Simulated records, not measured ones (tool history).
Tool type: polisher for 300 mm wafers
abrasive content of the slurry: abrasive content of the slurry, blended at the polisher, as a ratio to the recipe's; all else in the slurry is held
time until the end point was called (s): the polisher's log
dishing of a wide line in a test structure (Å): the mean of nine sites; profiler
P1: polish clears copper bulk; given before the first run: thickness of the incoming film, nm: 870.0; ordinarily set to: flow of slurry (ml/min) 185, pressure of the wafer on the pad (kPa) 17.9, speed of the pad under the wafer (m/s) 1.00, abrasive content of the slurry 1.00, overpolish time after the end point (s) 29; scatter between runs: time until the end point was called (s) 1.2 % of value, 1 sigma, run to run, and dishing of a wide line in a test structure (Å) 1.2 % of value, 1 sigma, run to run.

run,day,flow of slurry (ml/min),pressure of the wafer on the pad (kPa),speed of the pad under the wafer (m/s),abrasive content of the slurry,overpolish time after the end point (s),time until the end point was called (s),dishing of a wide line in a test structure (Å)
1,0.454,185,17.9,1.00,1.00,29,100.920,1097.50
2,0.708,185,17.9,1.00,1.00,15,102.100,746.89
3,1.171,110,17.9,1.00,1.00,29,111.460,1072.10
4,1.646,185,26.9,1.00,1.00,29,66.911,1418.90
5,2.146,185,8.3,1.00,1.00,29,219.120,621.31
6,2.450,185,17.9,1.00,1.00,29,101.630,1114.20
# day 2.467: slurry nozzle cleaned
7,2.800,185,17.9,1.00,1.00,29,100.220,1105.50
8,3.038,185,17.9,1.00,1.45,29,93.660,1144.30
9,3.388,185,17.9,1.00,1.00,29,102.520,1119.00
10,3.679,185,17.9,1.00,1.00,29,101.190,1093.20
11,3.979,270,17.9,1.00,1.00,29,98.026,1142.00
12,4.304,185,17.9,0.44,1.00,29,226.580,661.96
13,4.762,110,17.9,1.00,1.00,50,109.540,1327.80
14,5.254,185,17.9,1.56,1.00,29,64.002,1339.30
15,5.712,185,17.9,1.00,0.60,29,111.860,1049.90
16,6.000,185,17.9,1.00,1.00,29,101.000,1123.50
17,6.517,185,24.1,1.28,1.00,29,58.594,1458.10
18,6.854,185,17.9,1.00,1.00,53,101.420,1388.50
19,7.150,185,17.9,1.00,1.00,29,100.380,1097.00
20,7.383,185,17.9,1.00,1.00,29,99.671,1121.30
21,7.646,185,17.9,1.00,1.00,29,103.690,1112.60
22,7.946,185,17.9,1.00,1.00,29,105.910,1066.10
23,8.225,185,17.9,1.00,1.00,29,106.550,1115.20
24,8.721,185,17.9,1.00,1.00,29,108.080,1086.40
25,9.054,185,17.9,1.00,1.00,29,108.680,1089.70
# day 9.075: worn pad replaced by a new one
26,9.342,185,17.9,1.00,1.00,29,107.700,1073.10
27,9.800,185,17.9,1.00,1.00,29,106.530,1077.10
# day 10.138: head pressure recalibrated
28,10.300,185,17.9,1.00,1.00,29,108.870,1073.10
29,10.662,185,17.9,1.00,1.00,29,110.310,1083.30
30,10.938,185,17.9,1.00,1.00,29,109.840,1059.70
31,11.458,185,17.9,1.00,1.00,29,107.760,1045.30

P1 has crept away from where it was. The log is fitted equally well by each of these 2 causes, at the sizes shown:
A: slurry flow missing at the pad, % = 36.9
B: abrasive missing from the slurry, % = 32.4
The onset of the drift is placed at about day 7.383.
All other causes, with the reason each is excluded:
removal rate lost through wear of the pad, %: serviced after onset, at day 9.075, with no recovery of the prior output
head's pressure below its setpoint, %: serviced after onset, at day 10.138, with no recovery of the prior output

Each of the check runs listed below is run on 5 wafers and reports their average, with the results left as question marks. Pick the one under which the possible causes would lead to clearly different results.
check 1,11.979,185,8.3,1.00,0.60,29,?,?
check 2,11.979,185,17.9,1.52,1.25,29,?,?
check 3,11.979,115,17.9,1.00,1.35,29,?,?
check 4,11.979,185,17.9,0.62,1.20,29,?,?

Expected result of each check under each candidate cause:
check,result,if A,if B
check 1,time until the end point was called (s),264.150,262.810
check 1,dishing of a wide line in a test structure (Å),552.96,554.87
check 2,time until the end point was called (s),68.724,68.893
check 2,dishing of a wide line in a test structure (Å),1290.30,1289.40
check 3,time until the end point was called (s),116.770,112.170
check 3,dishing of a wide line in a test structure (Å),1033.70,1055.30
check 4,time until the end point was called (s),170.000,170.350
check 4,dishing of a wide line in a test structure (Å),829.10,828.00
Minimum pairwise separation of causes per check, each pair taken at its best-separating result: check 1 0.51 %; check 2 0.25 %; check 3 4.02 %; check 4 0.2 %
Check 3 tells the causes apart: in the others they would give nearly the same result.

Check 3 was then run and gave: time until the end point was called (s) 112.410; dishing of a wide line in a test structure (Å) 1047.30. Which cause is it?

B is the cause: abrasive missing from the slurry, %.
